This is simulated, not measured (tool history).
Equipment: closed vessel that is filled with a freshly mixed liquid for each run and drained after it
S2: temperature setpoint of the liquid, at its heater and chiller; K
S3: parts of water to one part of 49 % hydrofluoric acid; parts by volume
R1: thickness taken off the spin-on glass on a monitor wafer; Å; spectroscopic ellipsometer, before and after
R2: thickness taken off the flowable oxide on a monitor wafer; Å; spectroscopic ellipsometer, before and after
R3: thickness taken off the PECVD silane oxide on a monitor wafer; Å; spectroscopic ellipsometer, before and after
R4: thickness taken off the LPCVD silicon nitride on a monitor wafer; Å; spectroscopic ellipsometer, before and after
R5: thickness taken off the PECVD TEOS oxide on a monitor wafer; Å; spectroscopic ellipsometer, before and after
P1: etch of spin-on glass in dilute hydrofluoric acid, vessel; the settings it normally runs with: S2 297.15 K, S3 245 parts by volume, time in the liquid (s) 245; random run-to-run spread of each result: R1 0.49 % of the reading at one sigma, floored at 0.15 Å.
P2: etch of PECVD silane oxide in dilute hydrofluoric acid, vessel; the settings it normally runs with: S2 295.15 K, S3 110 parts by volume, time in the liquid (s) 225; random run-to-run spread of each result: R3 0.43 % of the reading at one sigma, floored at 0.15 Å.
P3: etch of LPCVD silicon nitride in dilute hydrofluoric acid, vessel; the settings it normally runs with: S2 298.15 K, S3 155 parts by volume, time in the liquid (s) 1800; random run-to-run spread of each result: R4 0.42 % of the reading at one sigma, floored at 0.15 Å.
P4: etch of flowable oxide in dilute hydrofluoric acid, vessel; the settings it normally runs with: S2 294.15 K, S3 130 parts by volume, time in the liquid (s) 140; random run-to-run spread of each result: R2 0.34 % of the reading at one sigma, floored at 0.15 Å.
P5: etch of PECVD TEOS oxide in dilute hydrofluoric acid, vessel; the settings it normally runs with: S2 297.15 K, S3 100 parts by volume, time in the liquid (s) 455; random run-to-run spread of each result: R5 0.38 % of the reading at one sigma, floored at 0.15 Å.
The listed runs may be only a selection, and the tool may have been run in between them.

run 1 hour=8.9 | process_that_ran=P1 S2=297.15 S3=245 time_in_the_liquid_(s)=245 | R1=338.140
run 2 hour=17.6 | process_that_ran=P4 S2=290.15 S3=130 time_in_the_liquid_(s)=140 | R2=247.62
run 3 hour=24.6 | process_that_ran=P2 S2=290.15 S3=110 time_in_the_liquid_(s)=225 | R3=275.170
run 4 hour=32.7 | process_that_ran=P1 S2=297.15 S3=245 time_in_the_liquid_(s)=140 | R1=191.940
run 5 hour=37.0 | process_that_ran=P1 S2=302.65 S3=245 time_in_the_liquid_(s)=245 | R1=404.670
run 6 hour=44.0 | process_that_ran=P4 S2=294.15 S3=130 time_in_the_liquid_(s)=140 | R2=289.57
run 7 hour=53.5 | process_that_ran=P1 S2=297.15 S3=245 time_in_the_liquid_(s)=245 | R1=337.640
run 8 hour=57.8 | process_that_ran=P3 S2=298.15 S3=155 time_in_the_liquid_(s)=3410 | R4=129.450
run 9 hour=66.3 | process_that_ran=P1 S2=297.15 S3=245 time_in_the_liquid_(s)=245 | R1=338.600
run 10 hour=73.6 | process_that_ran=P1 S2=297.15 S3=145 time_in_the_liquid_(s)=45 | R1=117.030
run 11 hour=82.4 | process_that_ran=P3 S2=298.15 S3=65 time_in_the_liquid_(s)=1800 | R4=162.480
run 12 hour=90.1 | process_that_ran=P2 S2=295.15 S3=110 time_in_the_liquid_(s)=30 | R3=44.992
run 13 hour=99.3 | process_that_ran=P5 S2=305.15 S3=100 time_in_the_liquid_(s)=455 | R5=568.83
run 14 hour=104.4 | process_that_ran=P1 S2=297.15 S3=65 time_in_the_liquid_(s)=245 | R1=1550.500
run 15 hour=109.0 | process_that_ran=P1 S2=297.15 S3=410 time_in_the_liquid_(s)=245 | R1=172.110
run 16 hour=114.3 | process_that_ran=P4 S2=294.15 S3=130 time_in_the_liquid_(s)=140 | R2=287.63
run 17 hour=119.5 | process_that_ran=P5 S2=297.15 S3=55 time_in_the_liquid_(s)=455 | R5=804.56
run 18 hour=125.0 | process_that_ran=P1 S2=297.15 S3=350 time_in_the_liquid_(s)=40 | R1=34.783
run 19 hour=129.3 | process_that_ran=P1 S2=291.65 S3=245 time_in_the_liquid_(s)=245 | R1=276.560
run 20 hour=134.8 | process_that_ran=P1 S2=297.15 S3=245 time_in_the_liquid_(s)=245 | R1=336.620
run 21 hour=143.6 | process_that_ran=P5 S2=297.15 S3=100 time_in_the_liquid_(s)=880 | R5=806.79
run 22 hour=152.7 | process_that_ran=P1 S2=297.15 S3=245 time_in_the_liquid_(s)=400 | R1=548.160
run 23 hour=158.8 | process_that_ran=P2 S2=295.15 S3=110 time_in_the_liquid_(s)=225 | R3=337.130
run 24 hour=163.8 | process_that_ran=P5 S2=297.15 S3=100 time_in_the_liquid_(s)=455 | R5=420.35
run 25 hour=171.8 | process_that_ran=P4 S2=294.15 S3=130 time_in_the_liquid_(s)=35 | R2=72.98
run 26 hour=180.3 | process_that_ran=P5 S2=297.15 S3=100 time_in_the_liquid_(s)=455 | R5=419.68
run 27 hour=185.9 | process_that_ran=P3 S2=305.65 S3=155 time_in_the_liquid_(s)=1800 | R4=107.780
run 28 hour=194.4 | process_that_ran=P4 S2=294.15 S3=235 time_in_the_liquid_(s)=140 | R2=144.33
run 29 hour=202.3 | process_that_ran=P2 S2=295.15 S3=190 time_in_the_liquid_(s)=225 | R3=180.230
run 30 hour=210.5 | process_that_ran=P3 S2=298.15 S3=155 time_in_the_liquid_(s)=1800 | R4=68.565

The next listed run, before its measurement:
run 31 hour=219.5 | process_that_ran=P1 S2=297.15 S3=380 time_in_the_liquid_(s)=440 | R1=?

{"run 31": {"R1": 342.2}}
